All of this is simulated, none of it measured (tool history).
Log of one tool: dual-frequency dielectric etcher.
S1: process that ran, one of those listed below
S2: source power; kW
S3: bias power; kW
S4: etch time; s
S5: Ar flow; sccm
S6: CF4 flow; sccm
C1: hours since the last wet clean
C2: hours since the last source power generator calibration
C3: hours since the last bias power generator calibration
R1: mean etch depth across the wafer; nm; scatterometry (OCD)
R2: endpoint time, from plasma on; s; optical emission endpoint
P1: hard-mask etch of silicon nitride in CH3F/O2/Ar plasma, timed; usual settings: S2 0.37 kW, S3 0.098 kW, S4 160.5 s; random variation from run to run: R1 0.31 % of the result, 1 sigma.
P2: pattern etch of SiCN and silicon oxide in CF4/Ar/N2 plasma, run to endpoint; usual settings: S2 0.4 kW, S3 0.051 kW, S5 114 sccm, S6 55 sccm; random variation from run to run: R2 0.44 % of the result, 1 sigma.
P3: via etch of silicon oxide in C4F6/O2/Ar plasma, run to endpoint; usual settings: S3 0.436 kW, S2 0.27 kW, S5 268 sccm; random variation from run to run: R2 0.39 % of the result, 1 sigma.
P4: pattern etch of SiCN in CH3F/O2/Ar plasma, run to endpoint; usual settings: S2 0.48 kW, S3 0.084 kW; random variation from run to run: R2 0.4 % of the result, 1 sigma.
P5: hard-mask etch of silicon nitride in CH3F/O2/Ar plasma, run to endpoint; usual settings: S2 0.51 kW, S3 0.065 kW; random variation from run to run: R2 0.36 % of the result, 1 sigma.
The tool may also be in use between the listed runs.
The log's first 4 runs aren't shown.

run 5 hour=35 | S1=P5 S2=0.51 S3=0.065 | C1=84.8 C2=663.2 C3=1135.1 | R2=59.103
run 6 hour=40.9 | S1=P3 S2=0.27 S3=0.436 S5=268 | C1=90.7 C2=669.1 C3=1141 | R2=40.127
run 7 hour=47.2 | S1=P1 S2=0.37 S3=0.098 S4=160.5 | C1=97 C2=675.4 C3=1147.3 | R1=119.1
-- hour=51.3 source power generator calibrated
run 8 hour=54.6 | S1=P2 S2=0.4 S3=0.051 S5=114 S6=55 | C1=104.4 C2=3.3 C3=1154.7 | R2=23.53
run 9 hour=61.7 | S1=P2 S2=0.4 S3=0.04 S5=114 S6=55 | C1=111.5 C2=10.4 C3=1161.8 | R2=25.346
run 10 hour=66.7 | S1=P2 S2=0.4 S3=0.051 S5=114 S6=38 | C1=116.5 C2=15.4 C3=1166.8 | R2=25.298
run 11 hour=72.6 | S1=P1 S2=0.37 S3=0.098 S4=160.5 | C1=122.4 C2=21.3 C3=1172.7 | R1=117.99
run 12 hour=82.5 | S1=P4 S2=0.48 S3=0.049 | C1=132.3 C2=31.2 C3=1182.6 | R2=19.115
run 13 hour=87.4 | S1=P1 S2=0.37 S3=0.137 S4=160.5 | C1=137.2 C2=36.1 C3=1187.5 | R1=134.88
run 14 hour=97.8 | S1=P1 S2=0.37 S3=0.098 S4=160.5 | C1=147.6 C2=46.5 C3=1197.9 | R1=118.31
run 15 hour=107.6 | S1=P3 S2=0.27 S3=0.436 S5=173 | C1=157.4 C2=56.3 C3=1207.7 | R2=38.131
run 16 hour=116 | S1=P4 S2=0.48 S3=0.084 | C1=165.8 C2=64.7 C3=1216.1 | R2=15.751
run 17 hour=122.2 | S1=P2 S2=0.4 S3=0.051 S5=79 S6=55 | C1=172 C2=70.9 C3=1222.3 | R2=22.051
run 18 hour=130.1 | S1=P3 S2=0.2 S3=0.436 S5=268 | C1=179.9 C2=78.8 C3=1230.2 | R2=44.556
run 19 hour=134.8 | S1=P2 S2=0.52 S3=0.051 S5=114 S6=55 | C1=184.6 C2=83.5 C3=1234.9 | R2=18.627
run 20 hour=139.5 | S1=P1 S2=0.37 S3=0.098 S4=160.5 | C1=189.3 C2=88.2 C3=1239.6 | R1=117.55
run 21 hour=145.3 | S1=P4 S2=0.63 S3=0.084 | C1=195.1 C2=94 C3=1245.4 | R2=14.392
run 22 hour=155.7 | S1=P5 S2=0.51 S3=0.046 | C1=205.5 C2=104.4 C3=1255.8 | R2=65.939
run 23 hour=161.4 | S1=P1 S2=0.37 S3=0.098 S4=96.5 | C1=211.2 C2=110.1 C3=1261.5 | R1=71.208
run 24 hour=170.1 | S1=P1 S2=0.37 S3=0.098 S4=160.5 | C1=219.9 C2=118.8 C3=1270.2 | R1=118.28
run 25 hour=176.1 | S1=P1 S2=0.37 S3=0.098 S4=198.5 | C1=225.9 C2=124.8 C3=1276.2 | R1=146.26
run 26 hour=186 | S1=P4 S2=0.48 S3=0.084 | C1=235.8 C2=134.7 C3=1286.1 | R2=15.831
run 27 hour=193.2 | S1=P1 S2=0.23 S3=0.098 S4=160.5 | C1=243 C2=141.9 C3=1293.3 | R1=98.863
run 28 hour=198.3 | S1=P1 S2=0.46 S3=0.098 S4=212 | C1=248.1 C2=147 C3=1298.4 | R1=170.3

Forecast run 29:
run 29 hour=208.5 | S1=P1 S2=0.37 S3=0.058 S4=160.5 | C1=258.3 C2=157.2 C3=1308.6 | R1=?

R1: 97.969 nm
